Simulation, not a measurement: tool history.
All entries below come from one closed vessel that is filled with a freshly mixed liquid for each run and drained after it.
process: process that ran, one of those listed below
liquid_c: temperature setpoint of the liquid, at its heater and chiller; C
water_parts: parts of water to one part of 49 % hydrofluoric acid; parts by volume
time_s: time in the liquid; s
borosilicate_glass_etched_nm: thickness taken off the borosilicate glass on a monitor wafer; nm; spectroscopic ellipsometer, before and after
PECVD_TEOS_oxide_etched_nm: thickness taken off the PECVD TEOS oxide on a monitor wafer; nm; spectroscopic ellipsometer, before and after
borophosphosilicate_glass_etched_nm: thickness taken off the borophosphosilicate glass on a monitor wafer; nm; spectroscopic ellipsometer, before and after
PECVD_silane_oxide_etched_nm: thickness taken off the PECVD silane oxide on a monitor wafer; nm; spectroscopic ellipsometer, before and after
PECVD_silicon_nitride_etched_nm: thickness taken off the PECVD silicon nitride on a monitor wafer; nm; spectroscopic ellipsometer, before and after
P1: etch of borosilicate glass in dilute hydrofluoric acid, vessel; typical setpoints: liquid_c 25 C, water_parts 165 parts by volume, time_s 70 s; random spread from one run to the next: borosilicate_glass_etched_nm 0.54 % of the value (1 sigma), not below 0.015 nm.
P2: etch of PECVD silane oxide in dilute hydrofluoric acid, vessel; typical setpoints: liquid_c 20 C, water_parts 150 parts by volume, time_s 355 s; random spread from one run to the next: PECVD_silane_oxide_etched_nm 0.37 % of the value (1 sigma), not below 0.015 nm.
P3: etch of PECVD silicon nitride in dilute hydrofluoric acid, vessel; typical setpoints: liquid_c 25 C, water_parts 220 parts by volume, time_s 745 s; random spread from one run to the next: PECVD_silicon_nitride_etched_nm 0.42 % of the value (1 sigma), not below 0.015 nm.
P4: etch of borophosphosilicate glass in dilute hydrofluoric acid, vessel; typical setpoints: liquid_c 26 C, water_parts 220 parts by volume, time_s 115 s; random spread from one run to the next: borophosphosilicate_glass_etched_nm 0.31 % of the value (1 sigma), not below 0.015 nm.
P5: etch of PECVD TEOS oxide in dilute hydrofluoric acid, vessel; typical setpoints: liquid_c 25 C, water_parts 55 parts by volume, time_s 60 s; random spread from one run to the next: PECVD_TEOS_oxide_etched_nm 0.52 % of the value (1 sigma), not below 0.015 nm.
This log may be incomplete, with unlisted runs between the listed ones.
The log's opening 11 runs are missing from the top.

| run | hour | process | liquid_c | water_parts | time_s | hours since the thermometer was replaced | hours since the hydrofluoric acid flow meter was replaced | borosilicate_glass_etched_nm | PECVD_TEOS_oxide_etched_nm | borophosphosilicate_glass_etched_nm | PECVD_silane_oxide_etched_nm | PECVD_silicon_nitride_etched_nm |
|---|---|---|---|---|---|---|---|---|---|---|---|---|
| 12 | 56.1 | P1 | 25 | 165 | 70 | 189.3 | 1349.5 | 6.8302 |  |  |  |  |
| 13 | 59.9 | P5 | 25 | 90 | 60 | 193.1 | 1353.3 |  | 14.891 |  |  |  |
| 14 | 63.7 | P3 | 25 | 35 | 745 | 196.9 | 1357.1 |  |  |  |  | 47.253 |
| 15 | 70.5 | P1 | 25 | 165 | 30 | 203.7 | 1363.9 | 2.8859 |  |  |  |  |
| 16 | 73.5 | P1 | 30.5 | 165 | 70 | 206.7 | 1366.9 | 8.3629 |  |  |  |  |
| 17 | 79.2 | P1 | 25 | 85 | 70 | 212.4 | 1372.6 | 14.529 |  |  |  |  |
| 18 | 85.8 | P3 | 25 | 220 | 745 | 219 | 1379.2 |  |  |  |  | 7.7001 |
| 19 | 90.3 | P4 | 26 | 385 | 115 | 223.5 | 1383.7 |  |  | 13.293 |  |  |
| 20 | 94.9 | P2 | 20 | 150 | 355 | 228.1 | 1388.3 |  |  |  | 36.622 |  |
| 21 | 99.4 | P3 | 25 | 220 | 745 | 232.6 | 1392.8 |  |  |  |  | 7.6752 |
| 22 | 102.6 | P4 | 22 | 220 | 115 | 235.8 | 1396 |  |  | 23.816 |  |  |

Estimate the outcome of run 23 from the log above:
| 23 | 107.5 | P3 | 25 | 220 | 170 | 240.7 | 1400.9 |  |  |  |  | ? |

{"run 23": {"PECVD_silicon_nitride_etched_nm": 1.7485}}

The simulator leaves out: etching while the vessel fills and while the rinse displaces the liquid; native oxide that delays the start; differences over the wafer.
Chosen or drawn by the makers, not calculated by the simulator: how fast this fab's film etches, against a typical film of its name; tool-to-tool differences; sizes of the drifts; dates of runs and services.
